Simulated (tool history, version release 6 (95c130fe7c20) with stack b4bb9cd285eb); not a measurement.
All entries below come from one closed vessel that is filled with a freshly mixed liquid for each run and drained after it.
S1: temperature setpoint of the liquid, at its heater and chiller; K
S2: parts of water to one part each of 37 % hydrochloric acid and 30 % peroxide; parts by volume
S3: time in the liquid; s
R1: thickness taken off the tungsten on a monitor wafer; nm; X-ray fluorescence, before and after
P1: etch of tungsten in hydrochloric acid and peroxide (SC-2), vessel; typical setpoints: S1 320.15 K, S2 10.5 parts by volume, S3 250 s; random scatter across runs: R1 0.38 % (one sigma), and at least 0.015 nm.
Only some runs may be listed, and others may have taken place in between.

run 1 hour=3.4 | S1=320.15 S2=10.5 S3=250 | R1=22.468
run 2 hour=6.3 | S1=320.15 S2=10.5 S3=250 | R1=22.383
run 3 hour=9.7 | S1=320.15 S2=10.5 S3=250 | R1=22.394
-- hour=12.2 chemicals flow meter replaced
run 4 hour=13.8 | S1=320.15 S2=10.5 S3=35 | R1=3.1445
run 5 hour=17.2 | S1=320.15 S2=10.5 S3=250 | R1=22.529
run 6 hour=19.3 | S1=320.15 S2=4 S3=250 | R1=47.001
run 7 hour=23.1 | S1=320.15 S2=17 S3=415 | R1=24.46
-- hour=25.6 new drum of peroxide connected
run 8 hour=25.7 | S1=320.15 S2=7 S3=460 | R1=56.959
run 9 hour=30 | S1=320.15 S2=10.5 S3=420 | R1=37.73
run 10 hour=33 | S1=320.15 S2=10.5 S3=250 | R1=22.388
run 11 hour=37 | S1=308.15 S2=10.5 S3=250 | R1=9.6239
run 12 hour=40.1 | S1=332.65 S2=10.5 S3=250 | R1=50.638
run 13 hour=43 | S1=329.15 S2=10.5 S3=40 | R1=6.4373
run 14 hour=47.3 | S1=320.15 S2=19 S3=250 | R1=13.317
run 15 hour=50.7 | S1=320.15 S2=10.5 S3=250 | R1=22.515
run 16 hour=54.5 | S1=320.15 S2=10.5 S3=250 | R1=22.325
run 17 hour=58 | S1=320.15 S2=10.5 S3=250 | R1=23.071
run 18 hour=60.9 | S1=320.15 S2=10.5 S3=250 | R1=23.615
run 19 hour=63.7 | S1=320.15 S2=10.5 S3=250 | R1=23.972
run 20 hour=66.9 | S1=320.15 S2=10.5 S3=250 | R1=23.99

For run 21, what comes out?
run 21 hour=69.2 | S1=320.15 S2=10.5 S3=250 | R1=?

R1: 24.409 nm
